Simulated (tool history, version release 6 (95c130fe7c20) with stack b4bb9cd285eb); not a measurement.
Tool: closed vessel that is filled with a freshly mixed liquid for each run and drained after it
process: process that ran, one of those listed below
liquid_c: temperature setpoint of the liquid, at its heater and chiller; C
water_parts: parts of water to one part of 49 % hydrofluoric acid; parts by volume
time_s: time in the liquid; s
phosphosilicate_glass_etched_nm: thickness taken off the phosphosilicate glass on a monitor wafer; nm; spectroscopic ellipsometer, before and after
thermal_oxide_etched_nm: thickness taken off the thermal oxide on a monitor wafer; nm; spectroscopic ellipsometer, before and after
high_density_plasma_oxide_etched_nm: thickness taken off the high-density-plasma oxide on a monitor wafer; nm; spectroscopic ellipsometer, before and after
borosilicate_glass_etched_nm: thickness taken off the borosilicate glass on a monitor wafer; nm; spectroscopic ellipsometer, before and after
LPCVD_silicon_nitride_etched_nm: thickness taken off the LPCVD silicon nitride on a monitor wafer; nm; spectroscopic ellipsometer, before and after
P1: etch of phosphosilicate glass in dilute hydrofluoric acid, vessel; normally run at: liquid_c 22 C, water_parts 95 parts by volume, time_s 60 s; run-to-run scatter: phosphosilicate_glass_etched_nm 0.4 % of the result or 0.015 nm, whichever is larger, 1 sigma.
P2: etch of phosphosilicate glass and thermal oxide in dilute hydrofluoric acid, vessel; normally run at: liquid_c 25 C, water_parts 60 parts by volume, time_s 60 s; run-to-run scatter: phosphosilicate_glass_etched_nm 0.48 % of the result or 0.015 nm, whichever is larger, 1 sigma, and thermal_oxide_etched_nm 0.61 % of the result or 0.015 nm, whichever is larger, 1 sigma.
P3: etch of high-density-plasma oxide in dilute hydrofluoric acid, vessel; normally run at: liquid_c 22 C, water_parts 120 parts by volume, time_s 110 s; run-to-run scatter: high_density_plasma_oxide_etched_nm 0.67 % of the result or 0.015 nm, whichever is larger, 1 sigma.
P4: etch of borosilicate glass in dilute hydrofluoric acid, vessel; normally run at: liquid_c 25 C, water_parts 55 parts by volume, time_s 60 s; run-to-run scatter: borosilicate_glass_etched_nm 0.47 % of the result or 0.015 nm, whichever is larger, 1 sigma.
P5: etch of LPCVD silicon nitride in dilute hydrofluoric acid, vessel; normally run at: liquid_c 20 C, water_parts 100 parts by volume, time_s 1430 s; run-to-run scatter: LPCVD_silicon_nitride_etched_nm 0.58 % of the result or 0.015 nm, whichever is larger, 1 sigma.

run	day	process	liquid_c	water_parts	time_s	hours since the thermometer was replaced	hours since the hydrofluoric acid flow meter was replaced	phosphosilicate_glass_etched_nm	thermal_oxide_etched_nm	high_density_plasma_oxide_etched_nm	borosilicate_glass_etched_nm	LPCVD_silicon_nitride_etched_nm
1	0.183	P1	22	95	60	677.9	350.7	68.65				
2	0.371	P1	22	95	30	682.4	355.2	34.163				
3	0.558	P2	29	60	60	686.9	359.7	130.99	6.1773			
4	0.725	P2	25	20	60	690.9	363.7	351.89	16.757			
5	0.862	P1	17	95	60	694.2	367	55.233				
6	1.075	P1	28	95	60	699.3	372.1	86.873				
7	1.204	P1	17.5	55	60	702.4	375.2	102.72				
8	1.342	P3	22	120	30	705.7	378.5			1.164		
9	1.504	P3	22	120	110	709.6	382.4			4.2438		
10	1.688	P4	25	105	60	714	386.8				15.581	
11	1.904	P5	24	100	1430	719.2	392					7.1721
12	2.079	P3	25.5	120	110	723.4	396.2			4.8874		
13	2.271	P5	20	100	1430	728	400.8					5.415
14	2.442	P3	22	55	110	732.1	404.9			10.06		
15	2.646	P3	22	120	110	737	409.8			4.2438		
16	2.758	P4	25	55	60	739.7	412.5				31.713	
17	2.933	P1	22	95	60	743.9	416.7	68.035				
18	3.067	P2	25	60	60	747.1	419.9	111.7	5.3048			
19	3.258	P1	22	95	100	751.7	424.5	114.18				
20	3.4	P4	32	55	60	755.1	427.9				41.583	
21	3.608	P1	22	45	60	760.1	432.9	155.24				
22	3.754	P1	22	95	60	763.6	436.4	68.612				
23	3.892	P2	25	60	105	766.9	439.7	196.54	9.2866			
24	4.092	P1	22	150	60	771.7	444.5	40.64				
25	4.254	P5	20	100	2535	775.6	448.4					9.7179
26	4.354	P1	22	95	60	778	450.8	68.955				
27	4.571	P5	20	150	1430	783.2	456					3.6228
28	4.75	P4	25	55	30	787.5	460.3				15.71	
29	4.85	P1	22	95	60	789.9	462.7	68.557				
30	4.95	P1	22	95	60	792.3	465.1	66.075				
31	5.15	P1	22	95	60	797.1	469.9	63.452				
32	5.329	P1	22	95	60	801.4	474.2	62.771				
33	5.429	P1	22	95	60	803.8	476.6	62.72				
34	5.533	P1	22	95	60	806.3	479.1	62.363				
35	5.721	P1	22	95	60	810.8	483.6	62.055				

What P1 gives has crept away from where it was. These 2 causes fit the log equally well, each at the size given:
A: liquid colder than its thermometer reads (K) = 2.4
B: hydrofluoric acid flow below the setpoint (%) = 8.41
The creep began at about day 4.85.

4 check runs are offered, one wafer each, their results left as question marks. Which one tells the causes apart?
check 1	5.908	P2	25	20	105			?	?			
check 2	5.908	P3	22	60	30					?		
check 3	5.908	P4	30.5	95	60						?	
check 4	5.908	P5	23	100	1430							?

What each check would give under each cause:
check	result	if A	if B
check 1	phosphosilicate_glass_etched_nm	560.9	567.04
check 1	thermal_oxide_etched_nm	26.516	26.806
check 2	high_density_plasma_oxide_etched_nm	2.2658	2.2792
check 3	borosilicate_glass_etched_nm	19.685	19.502
check 4	LPCVD_silicon_nitride_etched_nm	5.6992	6.1404
How far apart the two closest causes lie, in the result that separates them most: check 1 1.09 %; check 2 0.59 %; check 3 0.93 %; check 4 7.46 %
Only check 4 tells the causes apart: in the others they would give nearly the same result.

Then check 4 was run and gave: LPCVD_silicon_nitride_etched_nm 6.0588 nm. Which cause is it?

It is B: hydrofluoric acid flow below the setpoint (%).

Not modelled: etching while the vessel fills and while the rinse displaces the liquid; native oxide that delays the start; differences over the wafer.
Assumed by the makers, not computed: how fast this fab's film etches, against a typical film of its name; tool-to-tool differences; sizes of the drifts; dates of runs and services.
